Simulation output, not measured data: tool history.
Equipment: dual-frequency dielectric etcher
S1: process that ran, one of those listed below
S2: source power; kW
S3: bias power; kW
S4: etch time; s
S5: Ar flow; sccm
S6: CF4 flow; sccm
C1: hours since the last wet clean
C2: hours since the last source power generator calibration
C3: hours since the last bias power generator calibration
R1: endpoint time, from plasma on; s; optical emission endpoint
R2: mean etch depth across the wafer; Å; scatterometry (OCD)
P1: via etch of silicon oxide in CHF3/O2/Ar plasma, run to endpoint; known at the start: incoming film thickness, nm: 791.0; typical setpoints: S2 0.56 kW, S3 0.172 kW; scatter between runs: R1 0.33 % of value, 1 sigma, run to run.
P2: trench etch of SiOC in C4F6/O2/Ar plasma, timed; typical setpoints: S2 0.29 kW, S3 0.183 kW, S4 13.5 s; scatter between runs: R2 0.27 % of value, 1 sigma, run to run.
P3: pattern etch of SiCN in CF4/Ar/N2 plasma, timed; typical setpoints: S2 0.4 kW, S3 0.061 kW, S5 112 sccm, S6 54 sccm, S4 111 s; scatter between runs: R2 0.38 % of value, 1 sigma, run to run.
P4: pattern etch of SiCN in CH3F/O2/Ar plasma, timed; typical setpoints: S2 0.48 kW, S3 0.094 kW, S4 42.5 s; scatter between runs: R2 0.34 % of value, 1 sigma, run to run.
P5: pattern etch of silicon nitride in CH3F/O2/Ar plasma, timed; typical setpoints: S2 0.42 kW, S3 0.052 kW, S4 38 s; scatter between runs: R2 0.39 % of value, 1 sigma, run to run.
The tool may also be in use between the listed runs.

| run | day | S1 | S2 | S3 | S4 | S5 | S6 | C1 | C2 | C3 | R1 | R2 |
|---|---|---|---|---|---|---|---|---|---|---|---|---|
| 1 | 0.171 | P1 | 0.56 | 0.172 |  |  |  | 175.2 | 2444 | 1096.4 | 404.34 |  |
| 2 | 0.325 | P5 | 0.42 | 0.052 | 38 |  |  | 178.9 | 2447.7 | 1100.1 |  | 241.57 |
| 3 | 0.5 | P2 | 0.29 | 0.183 | 13.5 |  |  | 183.1 | 2451.9 | 1104.3 |  | 248.45 |
| 4 | 0.742 | P3 | 0.24 | 0.061 | 111 | 112 | 54 | 188.9 | 2457.7 | 1110.1 |  | 481.02 |
| 5 | 0.925 | P1 | 0.56 | 0.172 |  |  |  | 193.3 | 2462.1 | 1114.5 | 403.74 |  |
| 6 | 1.104 | P2 | 0.35 | 0.183 | 13.5 |  |  | 197.6 | 2466.4 | 1118.8 |  | 266.71 |
| 7 | 1.342 | P4 | 0.48 | 0.094 | 42.5 |  |  | 203.3 | 2472.1 | 1124.5 |  | 188.17 |
| 8 | 1.546 | P2 | 0.29 | 0.183 | 13.5 |  |  | 208.2 | 2477 | 1129.4 |  | 248.22 |
| 9 | 1.717 | P3 | 0.4 | 0.061 | 111 | 70 | 54 | 212.3 | 2481.1 | 1133.5 |  | 810.45 |
| 10 | 1.875 | P4 | 0.64 | 0.094 | 42.5 |  |  | 216.1 | 2484.9 | 1137.3 |  | 207.7 |
| 11 | 2.033 | P1 | 0.76 | 0.172 |  |  |  | 219.9 | 2488.7 | 1141.1 | 360.49 |  |
| 12 | 2.192 | P3 | 0.4 | 0.061 | 111 | 112 | 54 | 223.7 | 2492.5 | 1144.9 |  | 747.03 |
| 13 | 2.433 | P3 | 0.4 | 0.061 | 111 | 112 | 39 | 229.5 | 2498.3 | 1150.7 |  | 712.92 |
| 14 | 2.621 | P3 | 0.4 | 0.061 | 160.5 | 112 | 54 | 234 | 2502.8 | 1155.2 |  | 1083.2 |
| 15 | 2.821 | P5 | 0.42 | 0.041 | 38 |  |  | 238.8 | 2507.6 | 1160 |  | 223.88 |
| 16 | 2.979 | P1 | 0.56 | 0.172 |  |  |  | 242.6 | 2511.4 | 1163.8 | 404.31 |  |
| 17 | 3.208 | P1 | 0.45 | 0.129 |  |  |  | 248.1 | 2516.9 | 1169.3 | 485.81 |  |
| 18 | 3.342 | P2 | 0.29 | 0.128 | 13.5 |  |  | 251.3 | 2520.1 | 1172.5 |  | 222.27 |
| 19 | 3.583 | P1 | 0.42 | 0.172 |  |  |  | 257.1 | 2525.9 | 1178.3 | 455.25 |  |
| 20 | 3.762 | P3 | 0.4 | 0.078 | 111 | 112 | 54 | 261.4 | 2530.2 | 1182.6 |  | 819.08 |
| 21 | 4.008 | P3 | 0.4 | 0.061 | 111 | 112 | 54 | 267.3 | 2536.1 | 1188.5 |  | 744.92 |
| 22 | 4.246 | P4 | 0.48 | 0.094 | 23.5 |  |  | 273 | 2541.8 | 1194.2 |  | 104.31 |
| 23 | 4.45 | P1 | 0.38 | 0.119 |  |  |  | 277.9 | 2546.7 | 1199.1 | 530.99 |  |
| 24 | 4.633 | P2 | 0.29 | 0.183 | 17.5 |  |  | 282.3 | 2551.1 | 1203.5 |  | 321.47 |

Forecast run 25:
| 25 | 4.829 | P4 | 0.48 | 0.076 | 42.5 |  |  | 287 | 2555.8 | 1208.2 |  | ? |

R2: 174.56 Å
